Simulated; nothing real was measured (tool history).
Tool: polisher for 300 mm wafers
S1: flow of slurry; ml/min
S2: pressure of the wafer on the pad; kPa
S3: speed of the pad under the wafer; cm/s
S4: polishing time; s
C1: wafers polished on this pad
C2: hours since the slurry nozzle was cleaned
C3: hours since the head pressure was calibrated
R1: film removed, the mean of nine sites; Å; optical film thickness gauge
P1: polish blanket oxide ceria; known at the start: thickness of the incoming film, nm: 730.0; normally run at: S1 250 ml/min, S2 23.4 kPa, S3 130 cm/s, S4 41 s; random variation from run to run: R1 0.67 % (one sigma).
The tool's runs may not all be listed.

Run 1, hour 3.8: S1 250 ml/min, S2 23.4 kPa, S3 130 cm/s, S4 41 s; C1 197; C2 190.4; C3 152.3. Result: R1 2122.9 Å.
Run 2, hour 10.1: S1 250 ml/min, S2 36.5 kPa, S3 130 cm/s, S4 23 s; C1 246; C2 196.7; C3 158.6. Result: R1 1853.9 Å.
Run 3, hour 16.6: S1 250 ml/min, S2 23.4 kPa, S3 130 cm/s, S4 62 s; C1 297; C2 203.2; C3 165.1. Result: R1 3182.4 Å.
Run 4, hour 21.0: S1 250 ml/min, S2 23.4 kPa, S3 130 cm/s, S4 41 s; C1 332; C2 207.6; C3 169.5. Result: R1 2109.2 Å.
Run 5, hour 26.9: S1 250 ml/min, S2 14.5 kPa, S3 130 cm/s, S4 41 s; C1 378; C2 213.5; C3 175.4. Result: R1 1318.3 Å.
Run 6, hour 33.8: S1 250 ml/min, S2 23.4 kPa, S3 130 cm/s, S4 22 s; C1 432; C2 220.4; C3 182.3. Result: R1 1133.1 Å.
Run 7, hour 39.6: S1 180 ml/min, S2 23.4 kPa, S3 182 cm/s, S4 41 s; C1 478; C2 226.2; C3 188.1. Result: R1 2859.0 Å.
Run 8, hour 44.3: S1 150 ml/min, S2 23.4 kPa, S3 130 cm/s, S4 41 s; C1 514; C2 230.9; C3 192.8. Result: R1 1964.2 Å.
Run 9, hour 47.9: S1 250 ml/min, S2 23.4 kPa, S3 92 cm/s, S4 41 s; C1 543; C2 234.5; C3 196.4. Result: R1 1508.3 Å.
Run 10, hour 52.6: S1 250 ml/min, S2 23.4 kPa, S3 130 cm/s, S4 41 s; C1 579; C2 239.2; C3 201.1. Result: R1 2104.0 Å.
Run 11, hour 60.7: S1 350 ml/min, S2 23.4 kPa, S3 130 cm/s, S4 41 s; C1 643; C2 247.3; C3 209.2. Result: R1 2176.3 Å.
Run 12, hour 67.5: S1 250 ml/min, S2 23.4 kPa, S3 130 cm/s, S4 41 s; C1 696; C2 254.1; C3 216.0. Result: R1 2122.6 Å.
Run 13, hour 73.3: S1 250 ml/min, S2 37.2 kPa, S3 130 cm/s, S4 41 s; C1 742; C2 259.9; C3 221.8. Result: R1 3392.0 Å.
Run 14, hour 78.4: S1 250 ml/min, S2 23.4 kPa, S3 130 cm/s, S4 41 s; C1 782; C2 265.0; C3 226.9. Result: R1 2119.6 Å.
Run 15, hour 86.2: S1 250 ml/min, S2 23.4 kPa, S3 198 cm/s, S4 41 s; C1 843; C2 272.8; C3 234.7. Result: R1 3189.9 Å.

Run 16 comes next. What will it give?
Run 16, hour 94.2: S1 250 ml/min, S2 23.4 kPa, S3 130 cm/s, S4 41 s; C1 905; C2 280.8; C3 242.7. Result: R1 ?.

{"run 16": {"R1": 2134.0}}

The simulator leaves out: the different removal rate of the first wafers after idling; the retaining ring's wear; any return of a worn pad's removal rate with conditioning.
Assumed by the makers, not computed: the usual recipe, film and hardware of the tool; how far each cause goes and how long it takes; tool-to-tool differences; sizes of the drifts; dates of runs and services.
